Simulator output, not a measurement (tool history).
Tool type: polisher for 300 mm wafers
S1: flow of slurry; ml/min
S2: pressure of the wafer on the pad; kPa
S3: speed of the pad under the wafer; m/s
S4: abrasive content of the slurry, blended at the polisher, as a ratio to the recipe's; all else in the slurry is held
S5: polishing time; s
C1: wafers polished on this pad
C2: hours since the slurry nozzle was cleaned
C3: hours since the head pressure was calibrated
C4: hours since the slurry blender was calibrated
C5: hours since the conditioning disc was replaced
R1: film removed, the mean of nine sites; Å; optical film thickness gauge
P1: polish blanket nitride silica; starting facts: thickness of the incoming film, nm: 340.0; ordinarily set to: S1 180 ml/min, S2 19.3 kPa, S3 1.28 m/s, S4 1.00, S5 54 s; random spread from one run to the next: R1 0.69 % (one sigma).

run,hour,S1,S2,S3,S4,S5,C1,C2,C3,C4,C5,R1
1,8.3,180,19.3,1.28,1.00,54,296,517.5,152.5,89.6,290.5,391.25
2,16.2,180,11.0,1.28,1.00,54,400,525.4,160.4,97.5,298.4,225.18
3,28.6,180,12.4,1.28,1.45,54,563,537.8,172.8,109.9,310.8,291.20
4,36.0,180,19.3,1.28,1.00,35,660,545.2,180.2,117.3,318.2,255.62
5,44.4,180,19.3,1.28,0.60,54,770,553.6,188.6,125.7,326.6,303.59
6,57.8,270,19.3,1.28,1.00,54,946,567.0,202.0,139.1,340.0,416.01
7,70.6,180,19.3,2.02,1.00,54,1114,579.8,214.8,151.9,352.8,565.96
8,77.5,180,19.3,1.28,0.55,70,1205,586.7,221.7,158.8,359.7,372.44
9,86.9,180,19.3,1.28,1.00,73,1328,596.1,231.1,168.2,369.1,525.71
10,100.3,180,25.5,1.68,1.00,54,1504,609.5,244.5,181.6,382.5,653.87
11,109.7,180,19.3,0.66,1.00,54,1627,618.9,253.9,191.0,391.9,229.79
12,122.7,180,19.3,1.28,1.00,54,1798,631.9,266.9,204.0,404.9,394.28
13,136.6,110,19.3,1.28,1.00,54,1981,645.8,280.8,217.9,418.8,360.67
14,145.8,180,19.3,1.28,1.00,54,2101,655.0,290.0,227.1,428.0,397.70
15,160.1,180,29.6,1.28,1.00,54,2289,669.3,304.3,241.4,442.3,607.06
16,171.9,180,19.3,1.28,1.00,54,2444,681.1,316.1,253.2,454.1,395.04
17,186.3,180,19.3,1.28,1.45,54,2633,695.5,330.5,267.6,468.5,461.74
18,195.8,180,19.3,1.28,1.00,54,2758,705.0,340.0,277.1,478.0,391.20
19,203.6,180,19.3,1.28,1.00,54,2860,712.8,347.8,284.9,485.8,396.52
20,211.4,180,19.3,1.28,1.00,54,2963,720.6,355.6,292.7,493.6,396.08
21,225.2,180,19.3,1.28,1.00,54,3144,734.4,369.4,306.5,507.4,386.99
22,240.7,180,19.3,1.28,1.00,54,3347,749.9,384.9,322.0,522.9,373.74
23,252.6,180,19.3,1.28,1.00,54,3503,761.8,396.8,333.9,534.8,366.17
24,260.8,180,19.3,1.28,1.00,54,3611,770.0,405.0,342.1,543.0,362.37
25,270.4,180,19.3,1.28,1.00,54,3737,779.6,414.6,351.7,552.6,357.28
# hour 277.6: head pressure recalibrated
# hour 282.6: slurry nozzle cleaned
26,284.4,180,19.3,1.28,1.00,54,3921,1.9,6.9,365.7,566.6,352.01
27,298.8,180,19.3,1.28,1.00,54,4110,16.3,21.3,380.1,581.0,353.04
# hour 301.1: conditioning disc replaced and pad reconditioned
28,311.0,180,19.3,1.28,1.00,54,4270,28.5,33.5,392.3,10.0,349.22
29,323.3,180,19.3,1.28,1.00,54,4432,40.8,45.8,404.6,22.3,347.17
30,338.9,180,19.3,1.28,1.00,54,4636,56.4,61.4,420.2,37.9,343.79
31,346.3,180,19.3,1.28,1.00,54,4734,63.8,68.8,427.6,45.3,347.07

The log shows P1 creeping away from where it was. Any of the 2 causes listed here, at the size stated for it, fits the log just as well as the others:
A: abrasive missing from the slurry, % = 24
B: removal rate lost through wear of the pad, % = 12.6
Onset of the creep was near hour 225.2.
Ruled out, with reasons:
slurry flow missing at the pad, %: serviced at hour 282.6, which brought nothing back
head's pressure below its setpoint, %: serviced at hour 277.6, which brought nothing back
time polished since the conditioner stopped cutting, s: serviced at hour 301.1, which brought nothing back

The list below offers 4 check runs, each averaging the results of 3 wafers, and shows each result as a question mark. For which of them would the listed causes give clearly different results?
check 1,353.7,180,19.3,1.88,1.00,54,,,,,,?
check 2,353.7,180,19.3,1.70,1.00,36,,,,,,?
check 3,353.7,180,19.3,1.28,0.60,54,,,,,,?
check 4,353.7,180,27.6,0.70,1.00,54,,,,,,?

What each check would give under each cause:
check,result,if A,if B
check 1,R1,469.51,469.26
check 2,R1,288.79,288.64
check 3,R1,255.97,264.79
check 4,R1,304.30,304.13
How far apart the two closest causes lie, in the result that separates them most: check 1 0.05 %; check 2 0.05 %; check 3 3.39 %; check 4 0.05 %
Only check 3 tells the causes apart: in the others they would give nearly the same result.

With check 3 done, the readings were: R1 265.25 Å. Identify which of the listed causes applies.

It is B: removal rate lost through wear of the pad, %.

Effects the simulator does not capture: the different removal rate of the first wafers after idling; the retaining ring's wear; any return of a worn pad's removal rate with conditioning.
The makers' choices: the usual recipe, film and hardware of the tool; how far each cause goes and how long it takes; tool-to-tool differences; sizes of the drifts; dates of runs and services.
